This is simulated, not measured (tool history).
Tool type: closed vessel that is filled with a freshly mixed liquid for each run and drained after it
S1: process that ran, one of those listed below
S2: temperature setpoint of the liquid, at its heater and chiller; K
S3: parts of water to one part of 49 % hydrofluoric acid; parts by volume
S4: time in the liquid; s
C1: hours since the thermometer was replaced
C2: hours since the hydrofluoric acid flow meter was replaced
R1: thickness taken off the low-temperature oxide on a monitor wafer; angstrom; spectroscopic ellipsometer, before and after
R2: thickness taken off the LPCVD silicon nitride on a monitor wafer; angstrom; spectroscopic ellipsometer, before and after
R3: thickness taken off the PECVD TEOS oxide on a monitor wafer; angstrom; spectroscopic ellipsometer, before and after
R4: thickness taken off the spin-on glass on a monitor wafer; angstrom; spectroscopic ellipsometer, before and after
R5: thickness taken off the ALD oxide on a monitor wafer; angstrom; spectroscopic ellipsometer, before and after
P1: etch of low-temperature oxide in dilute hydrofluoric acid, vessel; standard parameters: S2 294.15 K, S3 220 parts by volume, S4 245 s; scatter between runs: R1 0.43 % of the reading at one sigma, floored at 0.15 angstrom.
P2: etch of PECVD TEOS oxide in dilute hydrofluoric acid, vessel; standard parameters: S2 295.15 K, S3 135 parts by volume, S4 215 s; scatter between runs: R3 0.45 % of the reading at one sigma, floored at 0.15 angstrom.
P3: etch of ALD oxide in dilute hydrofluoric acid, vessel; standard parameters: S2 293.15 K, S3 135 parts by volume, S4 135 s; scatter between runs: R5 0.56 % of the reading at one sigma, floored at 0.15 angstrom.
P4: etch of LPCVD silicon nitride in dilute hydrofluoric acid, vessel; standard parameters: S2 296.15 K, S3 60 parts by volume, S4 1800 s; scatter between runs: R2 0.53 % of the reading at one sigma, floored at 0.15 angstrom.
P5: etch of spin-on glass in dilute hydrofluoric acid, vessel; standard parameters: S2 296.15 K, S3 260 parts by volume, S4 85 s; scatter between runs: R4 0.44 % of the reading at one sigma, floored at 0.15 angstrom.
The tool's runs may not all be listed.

Run 1, hour 6.8: S1 P1, S2 294.15 K, S3 220 parts by volume, S4 245 s; C1 1015; C2 443.9. Result: R1 104.15 angstrom.
Run 2, hour 20.1: S1 P4, S2 296.15 K, S3 110 parts by volume, S4 1800 s; C1 1028.3; C2 457.2. Result: R2 80.115 angstrom.
Run 3, hour 27.5: S1 P2, S2 295.15 K, S3 135 parts by volume, S4 30 s; C1 1035.7; C2 464.6. Result: R3 48.934 angstrom.
Run 4, hour 40.7: S1 P1, S2 294.15 K, S3 220 parts by volume, S4 245 s; C1 1048.9; C2 477.8. Result: R1 105.26 angstrom.
Run 5, hour 49.3: S1 P5, S2 296.15 K, S3 260 parts by volume, S4 30 s; C1 1057.5; C2 486.4. Result: R4 25.106 angstrom.
Run 6, hour 61.7: S1 P1, S2 294.15 K, S3 220 parts by volume, S4 245 s; C1 1069.9; C2 498.8. Result: R1 103.92 angstrom.
Run 7, hour 72.1: S1 P2, S2 295.15 K, S3 135 parts by volume, S4 215 s; C1 1080.3; C2 509.2. Result: R3 353.45 angstrom.
Run 8, hour 85: S1 P1, S2 290.15 K, S3 220 parts by volume, S4 415 s; C1 1093.2; C2 522.1. Result: R1 152.01 angstrom.
Run 9, hour 93.5: S1 P3, S2 293.15 K, S3 135 parts by volume, S4 200 s; C1 1101.7; C2 530.6. Result: R5 183.2 angstrom.
Run 10, hour 100.2: S1 P4, S2 296.15 K, S3 60 parts by volume, S4 1800 s; C1 1108.4; C2 537.3. Result: R2 144.64 angstrom.
Run 11, hour 113.2: S1 P3, S2 293.15 K, S3 20 parts by volume, S4 135 s; C1 1121.4; C2 550.3. Result: R5 954.78 angstrom.
Run 12, hour 124.8: S1 P1, S2 294.15 K, S3 320 parts by volume, S4 455 s; C1 1133; C2 561.9. Result: R1 121.49 angstrom.
Run 13, hour 136.6: S1 P3, S2 293.15 K, S3 135 parts by volume, S4 135 s; C1 1144.8; C2 573.7. Result: R5 123.01 angstrom.
Run 14, hour 149.3: S1 P1, S2 294.15 K, S3 220 parts by volume, S4 245 s; C1 1157.5; C2 586.4. Result: R1 104.92 angstrom.
Run 15, hour 158.3: S1 P3, S2 290.15 K, S3 135 parts by volume, S4 135 s; C1 1166.5; C2 595.4. Result: R5 109.83 angstrom.
Run 16, hour 165.3: S1 P1, S2 294.15 K, S3 220 parts by volume, S4 245 s; C1 1173.5; C2 602.4. Result: R1 103.57 angstrom.
Run 17, hour 172: S1 P1, S2 294.15 K, S3 220 parts by volume, S4 130 s; C1 1180.2; C2 609.1. Result: R1 55.272 angstrom.
Run 18, hour 179.4: S1 P4, S2 300.65 K, S3 60 parts by volume, S4 1800 s; C1 1187.6; C2 616.5. Result: R2 196.03 angstrom.
Run 19, hour 189.9: S1 P1, S2 294.15 K, S3 95 parts by volume, S4 245 s; C1 1198.1; C2 627. Result: R1 276.72 angstrom.
Run 20, hour 197.6: S1 P4, S2 296.15 K, S3 60 parts by volume, S4 2690 s; C1 1205.8; C2 634.7. Result: R2 216.31 angstrom.
Run 21, hour 206.2: S1 P2, S2 303.15 K, S3 135 parts by volume, S4 215 s; C1 1214.4; C2 643.3. Result: R3 476.13 angstrom.
Run 22, hour 216.5: S1 P2, S2 295.15 K, S3 75 parts by volume, S4 215 s; C1 1224.7; C2 653.6. Result: R3 679.52 angstrom.
Run 23, hour 229.2: S1 P1, S2 290.15 K, S3 220 parts by volume, S4 245 s; C1 1237.4; C2 666.3. Result: R1 89.675 angstrom.
Run 24, hour 237.8: S1 P1, S2 290.15 K, S3 220 parts by volume, S4 445 s; C1 1246; C2 674.9. Result: R1 162.78 angstrom.
Run 25, hour 248.6: S1 P2, S2 295.15 K, S3 135 parts by volume, S4 215 s; C1 1256.8; C2 685.7. Result: R3 352.31 angstrom.
Run 26, hour 257.2: S1 P1, S2 294.15 K, S3 220 parts by volume, S4 245 s; C1 1265.4; C2 694.3. Result: R1 104.36 angstrom.
Run 27, hour 265.4: S1 P5, S2 302.65 K, S3 260 parts by volume, S4 85 s; C1 1273.6; C2 702.5. Result: R4 88.534 angstrom.
Run 28, hour 274.4: S1 P1, S2 301.15 K, S3 220 parts by volume, S4 245 s; C1 1282.6; C2 711.5. Result: R1 134.98 angstrom.
Run 29, hour 280.6: S1 P1, S2 294.15 K, S3 370 parts by volume, S4 245 s; C1 1288.8; C2 717.7. Result: R1 53.985 angstrom.
Run 30, hour 293.4: S1 P1, S2 294.15 K, S3 220 parts by volume, S4 435 s; C1 1301.6; C2 730.5. Result: R1 185.57 angstrom.
Run 31, hour 299.6: S1 P5, S2 296.15 K, S3 100 parts by volume, S4 85 s; C1 1307.8; C2 736.7. Result: R4 216.76 angstrom.
Run 32, hour 311.5: S1 P5, S2 296.15 K, S3 260 parts by volume, S4 85 s; C1 1319.7; C2 748.6. Result: R4 71.032 angstrom.
Run 33, hour 318.9: S1 P1, S2 294.15 K, S3 220 parts by volume, S4 245 s; C1 1327.1; C2 756. Result: R1 104.56 angstrom.
Run 34, hour 327.4: S1 P1, S2 294.15 K, S3 220 parts by volume, S4 245 s; C1 1335.6; C2 764.5. Result: R1 102.16 angstrom.
Run 35, hour 333.6: S1 P1, S2 294.15 K, S3 220 parts by volume, S4 245 s; C1 1341.8; C2 770.7. Result: R1 101.78 angstrom.
Run 36, hour 342: S1 P1, S2 294.15 K, S3 220 parts by volume, S4 245 s; C1 1350.2; C2 779.1. Result: R1 100.86 angstrom.
Run 37, hour 349.6: S1 P1, S2 294.15 K, S3 220 parts by volume, S4 245 s; C1 1357.8; C2 786.7. Result: R1 100.57 angstrom.
Run 38, hour 363.4: S1 P1, S2 294.15 K, S3 220 parts by volume, S4 245 s; C1 1371.6; C2 800.5. Result: R1 99.771 angstrom.
Run 39, hour 370.4: S1 P1, S2 294.15 K, S3 220 parts by volume, S4 245 s; C1 1378.6; C2 807.5. Result: R1 100.41 angstrom.
Run 40, hour 384: S1 P1, S2 294.15 K, S3 220 parts by volume, S4 245 s; C1 1392.2; C2 821.1. Result: R1 100.17 angstrom.
Run 41, hour 394.5: S1 P1, S2 294.15 K, S3 220 parts by volume, S4 245 s; C1 1402.7; C2 831.6. Result: R1 98.665 angstrom.
Run 42, hour 405.7: S1 P1, S2 294.15 K, S3 220 parts by volume, S4 245 s; C1 1413.9; C2 842.8. Result: R1 98.823 angstrom.
Run 43, hour 412.8: S1 P1, S2 294.15 K, S3 220 parts by volume, S4 245 s; C1 1421; C2 849.9. Result: R1 99.619 angstrom.

The output of P1 has drifted from where it used to be. Each of the 2 causes below, taken at the size shown beside it, accounts for the log equally well:
A: liquid colder than its thermometer reads (K) = 1.45
B: hydrofluoric acid flow below the setpoint (%) = 4.4
Creep in the process output first set in at about hour 318.9.

Of the 4 check runs listed below, each run on one wafer and each result written as a question mark, which would let you distinguish the listed causes because they would give clearly different results?
Run check 1, hour 419.9: S1 P2, S2 295.15 K, S3 135 parts by volume, S4 215 s. Result: R3 ?.
Run check 2, hour 419.9: S1 P4, S2 296.15 K, S3 60 parts by volume, S4 1800 s. Result: R2 ?.
Run check 3, hour 419.9: S1 P5, S2 296.15 K, S3 260 parts by volume, S4 85 s. Result: R4 ?.
Run check 4, hour 419.9: S1 P3, S2 293.15 K, S3 135 parts by volume, S4 135 s. Result: R5 ?.

Outcome of each check run for each possible cause:
  check  result    if A    if B
check 1      R3  332.32  334.21
check 2      R2  130.74  138.07
check 3      R4  67.112  66.837
check 4      R5  116.91  117.74
Per-check spread between the two closest causes, in the result where they differ most: check 1 0.57 %; check 2 5.45 %; check 3 0.41 %; check 4 0.71 %
Check 2 is the one run that separates the causes; every other check would come out nearly the same whichever cause is at work.

Then check 2 was run and gave: R2 130.78 angstrom. Which cause is it?

It is A: liquid colder than its thermometer reads (K).

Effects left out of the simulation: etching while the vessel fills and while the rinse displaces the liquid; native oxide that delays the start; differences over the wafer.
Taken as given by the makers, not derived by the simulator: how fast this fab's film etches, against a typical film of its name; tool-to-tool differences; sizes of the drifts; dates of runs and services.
